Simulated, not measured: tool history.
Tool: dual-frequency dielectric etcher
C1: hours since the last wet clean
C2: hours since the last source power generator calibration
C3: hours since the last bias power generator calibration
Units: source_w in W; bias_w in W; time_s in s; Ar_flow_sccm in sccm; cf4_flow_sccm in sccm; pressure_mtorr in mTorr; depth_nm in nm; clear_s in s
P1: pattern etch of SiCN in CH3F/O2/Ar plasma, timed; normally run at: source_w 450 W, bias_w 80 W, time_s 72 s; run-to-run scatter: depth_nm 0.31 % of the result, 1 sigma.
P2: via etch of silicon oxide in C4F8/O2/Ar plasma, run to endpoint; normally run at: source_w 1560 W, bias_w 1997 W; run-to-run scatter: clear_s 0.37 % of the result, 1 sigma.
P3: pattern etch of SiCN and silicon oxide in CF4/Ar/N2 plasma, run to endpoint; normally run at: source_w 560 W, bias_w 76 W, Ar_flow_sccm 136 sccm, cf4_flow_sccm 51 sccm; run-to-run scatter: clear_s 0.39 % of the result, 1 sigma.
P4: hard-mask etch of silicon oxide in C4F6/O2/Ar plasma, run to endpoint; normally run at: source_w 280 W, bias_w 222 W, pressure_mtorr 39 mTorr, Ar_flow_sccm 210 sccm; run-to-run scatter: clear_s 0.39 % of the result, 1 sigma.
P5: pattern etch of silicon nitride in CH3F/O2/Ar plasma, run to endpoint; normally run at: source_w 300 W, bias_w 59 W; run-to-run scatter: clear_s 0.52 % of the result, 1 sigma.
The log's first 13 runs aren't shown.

Run 14, day 3.867: process P3, source_w 560 W, bias_w 76 W, Ar_flow_sccm 136 sccm, cf4_flow_sccm 51 sccm; C1 439.4; C2 1068.9; C3 2139.8. Result: clear_s 16.516 s.
Run 15, day 4.225: process P1, source_w 630 W, bias_w 80 W, time_s 72 s; C1 448; C2 1077.5; C3 2148.4. Result: depth_nm 33.877 nm.
Run 16, day 4.558: process P4, source_w 180 W, bias_w 222 W, Ar_flow_sccm 210 sccm, pressure_mtorr 39 mTorr; C1 456; C2 1085.5; C3 2156.4. Result: clear_s 94.323 s.
Run 17, day 4.917: process P3, source_w 560 W, bias_w 76 W, Ar_flow_sccm 101 sccm, cf4_flow_sccm 51 sccm; C1 464.6; C2 1094.1; C3 2165. Result: clear_s 15.609 s.
Run 18, day 5.275: process P1, source_w 450 W, bias_w 80 W, time_s 72 s; C1 473.2; C2 1102.7; C3 2173.6. Result: depth_nm 29.789 nm.
Run 19, day 5.638: process P1, source_w 450 W, bias_w 54 W, time_s 72 s; C1 481.9; C2 1111.4; C3 2182.3. Result: depth_nm 25.978 nm.
Run 20, day 6.017: process P2, source_w 2160 W, bias_w 1997 W; C1 491; C2 1120.5; C3 2191.4. Result: clear_s 215.94 s.
Run 21, day 6.338: process P3, source_w 560 W, bias_w 45 W, Ar_flow_sccm 136 sccm, cf4_flow_sccm 51 sccm; C1 498.7; C2 1128.2; C3 2199.1. Result: clear_s 19.866 s.
Run 22, day 6.608: process P5, source_w 240 W, bias_w 59 W; C1 505.2; C2 1134.7; C3 2205.6. Result: clear_s 58.622 s.
Run 23, day 6.938: process P3, source_w 560 W, bias_w 76 W, Ar_flow_sccm 136 sccm, cf4_flow_sccm 51 sccm; C1 513.1; C2 1142.6; C3 2213.5. Result: clear_s 16.468 s.
Run 24, day 7.162: process P4, source_w 280 W, bias_w 222 W, Ar_flow_sccm 210 sccm, pressure_mtorr 50 mTorr; C1 518.5; C2 1148; C3 2218.9. Result: clear_s 81.679 s.
Run 25, day 7.462: process P4, source_w 280 W, bias_w 222 W, Ar_flow_sccm 210 sccm, pressure_mtorr 39 mTorr; C1 525.7; C2 1155.2; C3 2226.1. Result: clear_s 79.151 s.
Run 26, day 7.842: process P1, source_w 450 W, bias_w 112 W, time_s 72 s; C1 534.8; C2 1164.3; C3 2235.2. Result: depth_nm 33.842 nm.
Run 27, day 8.046: process P1, source_w 450 W, bias_w 80 W, time_s 90.5 s; C1 539.7; C2 1169.2; C3 2240.1. Result: depth_nm 37.247 nm.
Run 28, day 8.333: process P1, source_w 310 W, bias_w 80 W, time_s 54.5 s; C1 546.6; C2 1176.1; C3 2247. Result: depth_nm 19.595 nm.
Run 29, day 8.558: process P5, source_w 300 W, bias_w 59 W; C1 552; C2 1181.5; C3 2252.4. Result: clear_s 54.376 s.
Run 30, day 8.783: process P2, source_w 1560 W, bias_w 1233 W; C1 557.4; C2 1186.9; C3 2257.8. Result: clear_s 281.88 s.
Run 31, day 9.071: process P1, source_w 450 W, bias_w 80 W, time_s 72 s; C1 564.3; C2 1193.8; C3 2264.7. Result: depth_nm 29.863 nm.
Run 32, day 9.417: process P1, source_w 450 W, bias_w 80 W, time_s 72 s; C1 572.6; C2 1202.1; C3 2273. Result: depth_nm 30.047 nm.
Run 33, day 9.621: process P1, source_w 450 W, bias_w 80 W, time_s 72 s; C1 577.5; C2 1207; C3 2277.9. Result: depth_nm 30.216 nm.
Run 34, day 9.804: process P1, source_w 450 W, bias_w 80 W, time_s 72 s; C1 581.9; C2 1211.4; C3 2282.3. Result: depth_nm 30.133 nm.
At day 9.9: wet clean of the chamber.
Run 35, day 10: process P1, source_w 450 W, bias_w 80 W, time_s 72 s; C1 2.5; C2 1216.1; C3 2287. Result: depth_nm 30.284 nm.

The next listed run, before its measurement:
Run 36, day 10.283: process P1, source_w 450 W, bias_w 80 W, time_s 72 s; C1 9.3; C2 1222.9; C3 2293.8. Result: depth_nm ?.

depth_nm: 30.228 nm
